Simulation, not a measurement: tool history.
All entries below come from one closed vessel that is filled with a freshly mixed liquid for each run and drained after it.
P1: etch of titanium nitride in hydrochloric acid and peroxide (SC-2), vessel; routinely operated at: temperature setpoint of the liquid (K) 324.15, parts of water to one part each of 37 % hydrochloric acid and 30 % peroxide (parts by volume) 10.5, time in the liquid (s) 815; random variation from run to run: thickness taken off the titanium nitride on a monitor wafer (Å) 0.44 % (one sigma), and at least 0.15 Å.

run	hour	temperature setpoint of the liquid (K)	parts of water to one part each of 37 % hydrochloric acid and 30 % peroxide (parts by volume)	time in the liquid (s)	thickness taken off the titanium nitride on a monitor wafer (Å)
1	7.5	324.15	10.5	815	208.460
2	19.3	324.15	17.0	815	137.160
3	24.7	324.15	10.5	815	209.710
4	36.9	324.15	10.5	815	207.770
5	44.7	324.15	10.5	1605	407.010
6	51.9	324.15	10.5	815	209.130
7	62.3	324.15	10.5	30	7.756
8	69.9	338.65	10.5	815	526.040
9	80.6	324.15	4.0	815	434.350
10	85.9	310.15	10.5	815	79.273
11	95.8	338.15	5.5	815	847.830
12	102.2	324.15	10.5	815	208.850
13	107.6	324.15	10.5	815	210.410
14	113.9	324.15	10.5	815	216.200
15	125.4	324.15	10.5	815	220.010
16	131.0	324.15	10.5	815	222.450
17	139.5	324.15	10.5	815	225.610
18	150.6	324.15	10.5	815	226.650
19	160.3	324.15	10.5	815	229.420
20	172.0	324.15	10.5	815	228.720
21	177.3	324.15	10.5	815	227.630
22	186.4	324.15	10.5	815	227.590

What P1 gives has crept away from where it was. These 2 causes fit the log equally well, each at the size given:
A: chemicals flow above the setpoint (%) = 11.7
B: liquid hotter than its thermometer reads (K) = 1.4
Onset of the creep was near hour 107.6.
What rules out each remaining cause:
peroxide weaker than its label (%): at most 8, which would move thickness taken off the titanium nitride on a monitor wafer (Å) by -7.4 %: too little, or the wrong way

Which of the check runs below tells the causes apart, meaning the causes would give it clearly different results? Each run uses 2 wafers whose results are averaged, and each result is shown as a question mark.
check 1	195.5	312.65	4.0	815	?
check 2	195.5	338.65	10.5	1405	?
check 3	195.5	337.15	10.5	230	?
check 4	195.5	331.15	10.5	1385	?

Expected result of each check under each candidate cause:
check	result	if A	if B
check 1	thickness taken off the titanium nitride on a monitor wafer (Å)	212.400	218.190
check 2	thickness taken off the titanium nitride on a monitor wafer (Å)	990.900	983.520
check 3	thickness taken off the titanium nitride on a monitor wafer (Å)	148.030	147.040
check 4	thickness taken off the titanium nitride on a monitor wafer (Å)	613.160	610.950
Smallest distance between any two causes, each pair judged by its most separating result, in per cent: check 1 2.69 %; check 2 0.75 %; check 3 0.67 %; check 4 0.36 %
Check 1 distinguishes between the causes, while the remaining checks would return nearly the same result for all of them.

After running check 1, the following was obtained: thickness taken off the titanium nitride on a monitor wafer (Å) 218.940. Which cause does this point to?

B is the cause: liquid hotter than its thermometer reads (K).

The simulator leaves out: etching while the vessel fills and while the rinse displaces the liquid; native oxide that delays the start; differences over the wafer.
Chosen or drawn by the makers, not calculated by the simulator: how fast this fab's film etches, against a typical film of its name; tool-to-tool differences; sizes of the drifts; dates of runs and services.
